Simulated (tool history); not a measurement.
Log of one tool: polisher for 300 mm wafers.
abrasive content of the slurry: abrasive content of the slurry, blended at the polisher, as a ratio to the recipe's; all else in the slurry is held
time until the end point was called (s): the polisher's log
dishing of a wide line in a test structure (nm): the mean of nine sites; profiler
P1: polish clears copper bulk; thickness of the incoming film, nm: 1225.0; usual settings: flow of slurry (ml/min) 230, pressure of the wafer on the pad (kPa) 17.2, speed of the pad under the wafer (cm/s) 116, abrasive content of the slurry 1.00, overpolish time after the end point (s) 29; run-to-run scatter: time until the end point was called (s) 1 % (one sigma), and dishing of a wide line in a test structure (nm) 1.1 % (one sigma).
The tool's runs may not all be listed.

run   hour  flow of slurry (ml/min)  pressure of the wafer on the pad (kPa)  speed of the pad under the wafer (cm/s)  abrasive content of the slurry  overpolish time after the end point (s)  wafers polished on this pad  hours since the slurry nozzle was cleaned  hours since the head pressure was calibrated  hours since the slurry blender was calibrated  time until the end point was called (s)  dishing of a wide line in a test structure (nm)
  1   10.2                      230                                    17.2                                      116                            1.00                                       29                          673                                      580.0                                         803.6                                          113.1                                  152.640                                           52.538
  2   22.9                      230                                    26.9                                      116                            1.00                                       29                          765                                      592.7                                         816.3                                          125.8                                   95.512                                           57.329
  3   39.4                      230                                    17.2                                      116                            1.00                                       29                          883                                      609.2                                         832.8                                          142.3                                  148.500                                           52.729
  4   55.2                      230                                    17.2                                      116                            0.50                                       29                          997                                      625.0                                         848.6                                          158.1                                  175.130                                           51.141
  5   66.8                      230                                    17.2                                       74                            1.00                                       29                         1081                                      636.6                                         860.2                                          169.7                                  233.790                                           48.009
  6   81.3                      230                                    17.2                                      154                            1.25                                       29                         1185                                      651.1                                         874.7                                          184.2                                  105.690                                           52.888
  7   95.7                      230                                    24.8                                      116                            1.00                                       52                         1289                                      665.5                                         889.1                                          198.6                                  104.050                                           54.672
  8  113.3                      230                                    17.2                                      116                            1.00                                       29                         1415                                      683.1                                         906.7                                          216.2                                  149.790                                           51.880
  9  125.2                      230                                    11.0                                      116                            1.00                                       29                         1501                                      695.0                                         918.6                                          228.1                                  233.850                                           46.007
 10  137.6                      335                                    17.2                                      116                            1.00                                       29                         1590                                      707.4                                         931.0                                          240.5                                  143.580                                           52.375
 11  155.2                      230                                    17.2                                      116                            1.00                                       15                         1717                                      725.0                                         948.6                                          258.1                                  148.410                                           45.159
 12  173.9                      230                                    17.2                                      116                            1.50                                       29                         1851                                      743.7                                         967.3                                          276.8                                  136.250                                           52.146
 13  189.0                      230                                    17.2                                      116                            1.00                                       29                         1960                                      758.8                                         982.4                                          291.9                                  149.550                                           52.655
 14  202.7                      230                                    17.2                                      116                            1.00                                       53                         2059                                      772.5                                         996.1                                          305.6                                  148.020                                           54.025
 15  216.5                      230                                    17.2                                      116                            1.00                                       29                         2158                                      786.3                                        1009.9                                          319.4                                  150.580                                           52.516
 16  226.1                      230                                    17.2                                      176                            1.00                                       29                         2227                                      795.9                                        1019.5                                          329.0                                   97.919                                           53.410
 17  241.6                      140                                    17.2                                      116                            1.00                                       29                         2338                                      811.4                                        1035.0                                          344.5                                  157.870                                           52.208
 18  253.4                      230                                    17.2                                      116                            1.00                                       29                         2423                                      823.2                                        1046.8                                          356.3                                  148.600                                           53.081
 19  262.1                      230                                    17.2                                      150                            1.00                                       10                         2486                                      831.9                                        1055.5                                          365.0                                  115.370                                           42.377
 20  277.4                      230                                    17.2                                      116                            1.00                                       29                         2596                                      847.2                                        1070.8                                          380.3                                  149.750                                           52.835
 21  292.6                      230                                    17.2                                      116                            1.00                                       29                         2705                                      862.4                                        1086.0                                          395.5                                  152.150                                           52.630
 22  301.6                      230                                    17.2                                      116                            1.00                                       29                         2770                                      871.4                                        1095.0                                          404.5                                  150.990                                           51.878
 23  315.8                      230                                    17.2                                      116                            1.00                                       29                         2872                                      885.6                                        1109.2                                          418.7                                  155.540                                           51.870
 24  333.7                      230                                    17.2                                      116                            1.00                                       29                         3001                                      903.5                                        1127.1                                          436.6                                  158.010                                           52.203
     337.4  -- head pressure recalibrated
 25  345.0                      230                                    17.2                                      116                            1.00                                       29                         3083                                      914.8                                           7.6                                          447.9                                  155.850                                           51.397
 26  353.5                      230                                    17.2                                      116                            1.00                                       29                         3144                                      923.3                                          16.1                                          456.4                                  156.720                                           52.451
 27  365.5                      230                                    17.2                                      116                            1.00                                       29                         3230                                      935.3                                          28.1                                          468.4                                  156.390                                           52.033
     366.4  -- slurry blender recalibrated
 28  383.1                      230                                    17.2                                      116                            1.00                                       29                         3357                                      952.9                                          45.7                                           16.7                                  156.800                                           52.835
 29  393.4                      230                                    17.2                                      116                            1.00                                       29                         3431                                      963.2                                          56.0                                           27.0                                  157.590                                           51.990
 30  412.5                      230                                    17.2                                      116                            1.00                                       29                         3568                                      982.3                                          75.1                                           46.1                                  156.490                                           51.851

What P1 gives has crept away from where it was. These 2 causes fit the log equally well, each at the size given:
A: slurry flow missing at the pad, % = 34.1
B: removal rate lost through wear of the pad, % = 5.8
The creep began at about hour 277.4.
Why every other cause is out:
head's pressure below its setpoint, %: serviced at hour 337.4, which brought nothing back
abrasive missing from the slurry, %: serviced at hour 366.4, which brought nothing back

4 check runs are offered, each on 5 wafers whose results are averaged, their results left as question marks. Which one tells the causes apart?
check 1  431.6                      230                                    17.2                                      116                            0.70                                       29                                                                                                                                                                                                             ?                                                ?
check 2  431.6                      230                                    21.4                                      116                            0.85                                       29                                                                                                                                                                                                             ?                                                ?
check 3  431.6                      140                                    12.4                                      116                            1.00                                       29                                                                                                                                                                                                             ?                                                ?
check 4  431.6                      230                                    17.2                                      116                            0.55                                       29                                                                                                                                                                                                             ?                                                ?

What each check would give under each cause:
  check                                           result     if A     if B
check 1          time until the end point was called (s)  170.080  170.110
check 1  dishing of a wide line in a test structure (nm)   51.528   51.527
check 2          time until the end point was called (s)  131.750  131.770
check 2  dishing of a wide line in a test structure (nm)   54.050   54.050
check 3          time until the end point was called (s)  244.240  236.030
check 3  dishing of a wide line in a test structure (nm)   46.321   46.734
check 4          time until the end point was called (s)  178.570  178.600
check 4  dishing of a wide line in a test structure (nm)   51.140   51.139
How far apart the two closest causes lie, in the result that separates them most: check 1 0.02 %; check 2 0.02 %; check 3 3.42 %; check 4 0.02 %
Check 3 tells the causes apart: in the others they would give nearly the same result.

Then check 3 was run and gave: time until the end point was called (s) 237.130; dishing of a wide line in a test structure (nm) 46.668. Which cause is it?

It is B: removal rate lost through wear of the pad, %.

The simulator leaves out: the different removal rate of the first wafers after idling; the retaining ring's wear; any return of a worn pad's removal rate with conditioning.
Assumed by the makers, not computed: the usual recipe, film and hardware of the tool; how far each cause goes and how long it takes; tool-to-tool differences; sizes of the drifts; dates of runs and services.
